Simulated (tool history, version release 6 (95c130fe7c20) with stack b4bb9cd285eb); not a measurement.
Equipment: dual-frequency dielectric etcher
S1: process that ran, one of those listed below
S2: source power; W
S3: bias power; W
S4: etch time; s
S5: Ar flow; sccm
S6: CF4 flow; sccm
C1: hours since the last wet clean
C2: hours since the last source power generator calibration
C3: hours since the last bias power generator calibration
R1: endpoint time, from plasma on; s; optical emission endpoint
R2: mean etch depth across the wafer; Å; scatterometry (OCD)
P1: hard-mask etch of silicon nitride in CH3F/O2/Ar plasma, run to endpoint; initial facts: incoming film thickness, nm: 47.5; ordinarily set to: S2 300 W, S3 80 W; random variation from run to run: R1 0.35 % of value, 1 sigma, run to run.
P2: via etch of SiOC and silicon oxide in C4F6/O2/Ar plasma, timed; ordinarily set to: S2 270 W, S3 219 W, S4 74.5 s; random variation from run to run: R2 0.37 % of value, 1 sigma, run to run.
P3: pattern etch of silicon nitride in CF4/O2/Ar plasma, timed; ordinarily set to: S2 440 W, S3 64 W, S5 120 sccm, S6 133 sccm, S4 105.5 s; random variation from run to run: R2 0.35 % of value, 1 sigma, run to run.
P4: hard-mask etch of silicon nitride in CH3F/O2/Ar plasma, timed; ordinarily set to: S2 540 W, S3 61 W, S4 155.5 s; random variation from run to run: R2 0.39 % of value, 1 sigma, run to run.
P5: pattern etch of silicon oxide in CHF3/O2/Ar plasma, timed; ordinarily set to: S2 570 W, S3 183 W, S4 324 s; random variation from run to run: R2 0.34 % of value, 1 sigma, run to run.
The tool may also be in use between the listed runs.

{"run": 1, "hour": 5.1, "S1": "P1", "S2": 300, "S3": 80, "C1": 85.6, "C2": 1053.2, "C3": 1103.4, "R1": 77.281}
{"run": 2, "hour": 9.3, "S1": "P2", "S2": 270, "S3": 219, "S4": 103.5, "C1": 89.8, "C2": 1057.4, "C3": 1107.6, "R2": 1068}
{"run": 3, "hour": 12.8, "S1": "P5", "S2": 690, "S3": 183, "S4": 324, "C1": 93.3, "C2": 1060.9, "C3": 1111.1, "R2": 6888.9}
{"run": 4, "hour": 16.4, "S1": "P4", "S2": 540, "S3": 61, "S4": 155.5, "C1": 96.9, "C2": 1064.5, "C3": 1114.7, "R2": 1138.3}
{"run": 5, "hour": 20.0, "S1": "P4", "S2": 330, "S3": 61, "S4": 155.5, "C1": 100.5, "C2": 1068.1, "C3": 1118.3, "R2": 937.6}
{"run": 6, "hour": 26.1, "S1": "P1", "S2": 380, "S3": 80, "C1": 106.6, "C2": 1074.2, "C3": 1124.4, "R1": 70.638}
{"run": 7, "hour": 30.6, "S1": "P2", "S2": 350, "S3": 219, "S4": 74.5, "C1": 111.1, "C2": 1078.7, "C3": 1128.9, "R2": 852.57}
{"run": 8, "hour": 34.1, "S1": "P3", "S2": 440, "S3": 64, "S4": 73.5, "S5": 120, "S6": 133, "C1": 114.6, "C2": 1082.2, "C3": 1132.4, "R2": 1400.4}
{"run": 9, "hour": 38.1, "S1": "P2", "S2": 270, "S3": 266, "S4": 74.5, "C1": 118.6, "C2": 1086.2, "C3": 1136.4, "R2": 822.88}
{"run": 10, "hour": 42.3, "S1": "P1", "S2": 300, "S3": 80, "C1": 122.8, "C2": 1090.4, "C3": 1140.6, "R1": 77.699}
{"run": 11, "hour": 48.6, "S1": "P3", "S2": 440, "S3": 64, "S4": 105.5, "S5": 120, "S6": 133, "C1": 129.1, "C2": 1096.7, "C3": 1146.9, "R2": 2010.8}
{"run": 12, "hour": 51.8, "S1": "P4", "S2": 540, "S3": 42, "S4": 155.5, "C1": 132.3, "C2": 1099.9, "C3": 1150.1, "R2": 1021.4}
{"run": 13, "hour": 55.4, "S1": "P1", "S2": 380, "S3": 103, "C1": 135.9, "C2": 1103.5, "C3": 1153.7, "R1": 64.238}
{"run": 14, "hour": 61.1, "S1": "P3", "S2": 440, "S3": 64, "S4": 105.5, "S5": 76, "S6": 133, "C1": 141.6, "C2": 1109.2, "C3": 1159.4, "R2": 2088.1}
{"run": 15, "hour": 65.0, "S1": "P5", "S2": 570, "S3": 183, "S4": 220, "C1": 145.5, "C2": 1113.1, "C3": 1163.3, "R2": 4373.4}
{"run": 16, "hour": 71.9, "S1": "P2", "S2": 270, "S3": 219, "S4": 74.5, "C1": 152.4, "C2": 1120, "C3": 1170.2, "R2": 775.83}
{"run": 17, "hour": 75.8, "S1": "P1", "S2": 300, "S3": 61, "C1": 156.3, "C2": 1123.9, "C3": 1174.1, "R1": 85.12}
{"run": 18, "hour": 82.0, "S1": "P1", "S2": 300, "S3": 80, "C1": 162.5, "C2": 1130.1, "C3": 1180.3, "R1": 77.53}
{"run": 19, "hour": 87.7, "S1": "P1", "S2": 300, "S3": 80, "C1": 168.2, "C2": 1135.8, "C3": 1186, "R1": 77.875}
{"run": 20, "hour": 94.7, "S1": "P3", "S2": 440, "S3": 64, "S4": 105.5, "S5": 120, "S6": 133, "C1": 175.2, "C2": 1142.8, "C3": 1193, "R2": 2001.6}
{"run": 21, "hour": 99.2, "S1": "P1", "S2": 300, "S3": 80, "C1": 179.7, "C2": 1147.3, "C3": 1197.5, "R1": 77.201}
{"run": 22, "hour": 104.0, "S1": "P3", "S2": 440, "S3": 52, "S4": 105.5, "S5": 120, "S6": 133, "C1": 184.5, "C2": 1152.1, "C3": 1202.3, "R2": 1860.1}
{"run": 23, "hour": 109.7, "S1": "P4", "S2": 540, "S3": 61, "S4": 208, "C1": 190.2, "C2": 1157.8, "C3": 1208, "R2": 1531.9}
{"run": 24, "hour": 115.9, "S1": "P1", "S2": 200, "S3": 80, "C1": 196.4, "C2": 1164, "C3": 1214.2, "R1": 90.21}
{"run": 25, "hour": 119.1, "S1": "P1", "S2": 300, "S3": 107, "C1": 199.6, "C2": 1167.2, "C3": 1217.4, "R1": 69.208}
{"run": 26, "hour": 124.3, "S1": "P1", "S2": 300, "S3": 80, "C1": 204.8, "C2": 1172.4, "C3": 1222.6, "R1": 77.344}
{"run": 27, "hour": 128.7, "S1": "P5", "S2": 570, "S3": 183, "S4": 324, "C1": 209.2, "C2": 1176.8, "C3": 1227, "R2": 6479.1}
{"run": 28, "hour": 134.8, "S1": "P5", "S2": 570, "S3": 228, "S4": 324, "C1": 215.3, "C2": 1182.9, "C3": 1233.1, "R2": 6959.4}
{"run": 29, "hour": 140.3, "S1": "P3", "S2": 560, "S3": 64, "S4": 105.5, "S5": 120, "S6": 133, "C1": 220.8, "C2": 1188.4, "C3": 1238.6, "R2": 2479.5}
{"run": 30, "hour": 146.3, "S1": "P1", "S2": 300, "S3": 80, "C1": 226.8, "C2": 1194.4, "C3": 1244.6, "R1": 76.957}
{"run": 31, "hour": 151.1, "S1": "P3", "S2": 440, "S3": 64, "S4": 105.5, "S5": 120, "S6": 79, "C1": 231.6, "C2": 1199.2, "C3": 1249.4, "R2": 1891.1}
{"run": 32, "hour": 157.0, "S1": "P1", "S2": 300, "S3": 80, "C1": 237.5, "C2": 1205.1, "C3": 1255.3, "R1": 77.73}
{"run": 33, "hour": 160.6, "S1": "P1", "S2": 300, "S3": 80, "C1": 241.1, "C2": 1208.7, "C3": 1258.9, "R1": 76.866}
{"run": 34, "hour": 166.7, "S1": "P1", "S2": 300, "S3": 80, "C1": 247.2, "C2": 1214.8, "C3": 1265, "R1": 76.711}
{"run": 35, "hour": 173.5, "S1": "P1", "S2": 300, "S3": 80, "C1": 254, "C2": 1221.6, "C3": 1271.8, "R1": 75.55}
{"run": 36, "hour": 180.9, "S1": "P1", "S2": 300, "S3": 80, "C1": 261.4, "C2": 1229, "C3": 1279.2, "R1": 75.809}
{"run": 37, "hour": 184.6, "S1": "P1", "S2": 300, "S3": 80, "C1": 265.1, "C2": 1232.7, "C3": 1282.9, "R1": 76.414}
{"run": 38, "hour": 189.2, "S1": "P1", "S2": 300, "S3": 80, "C1": 269.7, "C2": 1237.3, "C3": 1287.5, "R1": 76.038}

Run 39 is up next; what results do you expect?
{"hour": 191.1, "done": "wet clean of the chamber"}
{"run": 39, "hour": 194.6, "S1": "P1", "S2": 300, "S3": 80, "C1": 3.5, "C2": 1242.7, "C3": 1292.9, "R1": "?"}

Run 39 gave R1 76.11 s.
